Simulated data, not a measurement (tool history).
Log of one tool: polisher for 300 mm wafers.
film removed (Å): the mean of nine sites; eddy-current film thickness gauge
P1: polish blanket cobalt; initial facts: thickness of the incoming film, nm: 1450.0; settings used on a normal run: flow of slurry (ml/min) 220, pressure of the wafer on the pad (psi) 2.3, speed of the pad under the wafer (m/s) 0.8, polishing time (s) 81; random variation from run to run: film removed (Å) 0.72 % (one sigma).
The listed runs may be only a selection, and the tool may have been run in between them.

| run | day | flow of slurry (ml/min) | pressure of the wafer on the pad (psi) | speed of the pad under the wafer (m/s) | polishing time (s) | wafers polished on this pad | hours since the slurry nozzle was cleaned | hours since the head pressure was calibrated | film removed (Å) |
|---|---|---|---|---|---|---|---|---|---|
| 1 | 0.617 | 220 | 2.3 | 0.8 | 81 | 319 | 168.4 | 594.2 | 4392.6 |
| 2 | 1.242 | 315 | 2.3 | 0.36 | 81 | 436 | 183.4 | 609.2 | 1995.6 |
| 3 | 1.654 | 220 | 1.3 | 0.8 | 81 | 513 | 193.3 | 619.1 | 2413.7 |
| 4 | 1.946 | 130 | 2.3 | 0.8 | 81 | 567 | 200.3 | 626.1 | 4013.7 |
| 5 | 2.329 | 220 | 2.3 | 0.8 | 81 | 639 | 209.5 | 635.3 | 4317.7 |
| 6 | 2.721 | 220 | 2.3 | 0.36 | 81 | 712 | 218.9 | 644.7 | 1969.5 |
| 7 | 3.125 | 220 | 2.3 | 0.8 | 81 | 788 | 228.6 | 654.4 | 4400.6 |
|  | 3.296 | head pressure recalibrated |
| 8 | 3.65 | 220 | 2.3 | 0.8 | 81 | 886 | 241.2 | 8.6 | 4297.4 |
| 9 | 3.95 | 220 | 3.5 | 0.8 | 81 | 942 | 248.4 | 15.8 | 6583.4 |
| 10 | 4.55 | 220 | 1.5 | 0.8 | 117 | 1055 | 262.8 | 30.2 | 4096.9 |
| 11 | 4.962 | 220 | 2.3 | 0.8 | 127 | 1132 | 272.7 | 40.1 | 6765.2 |
| 12 | 5.467 | 340 | 2.3 | 0.8 | 81 | 1226 | 284.8 | 52.2 | 4499.7 |
| 13 | 5.954 | 220 | 2.3 | 0.8 | 81 | 1317 | 296.5 | 63.9 | 4356.8 |
| 14 | 6.35 | 220 | 2.3 | 1.2 | 81 | 1391 | 306 | 73.4 | 6569.6 |
| 15 | 6.646 | 220 | 2.3 | 0.8 | 53 | 1447 | 313.1 | 80.5 | 2837.6 |
| 16 | 7.271 | 130 | 1 | 0.8 | 81 | 1564 | 328.1 | 95.5 | 1754.5 |
| 17 | 7.558 | 220 | 2.3 | 0.8 | 81 | 1617 | 335 | 102.4 | 4367.7 |
| 18 | 8 | 220 | 2.3 | 0.8 | 81 | 1700 | 345.6 | 113 | 4332.8 |
| 19 | 8.312 | 220 | 2.3 | 0.8 | 81 | 1759 | 353.1 | 120.5 | 4260 |
| 20 | 8.633 | 220 | 2.3 | 0.8 | 81 | 1819 | 360.8 | 128.2 | 4244.5 |
| 21 | 8.933 | 220 | 2.3 | 0.8 | 81 | 1875 | 368 | 135.4 | 4170.6 |

Run 22 is up next; what results do you expect?
| 22 | 9.267 | 220 | 2.3 | 0.8 | 81 | 1937 | 376 | 143.4 | ? |

film removed (Å): 4149.1

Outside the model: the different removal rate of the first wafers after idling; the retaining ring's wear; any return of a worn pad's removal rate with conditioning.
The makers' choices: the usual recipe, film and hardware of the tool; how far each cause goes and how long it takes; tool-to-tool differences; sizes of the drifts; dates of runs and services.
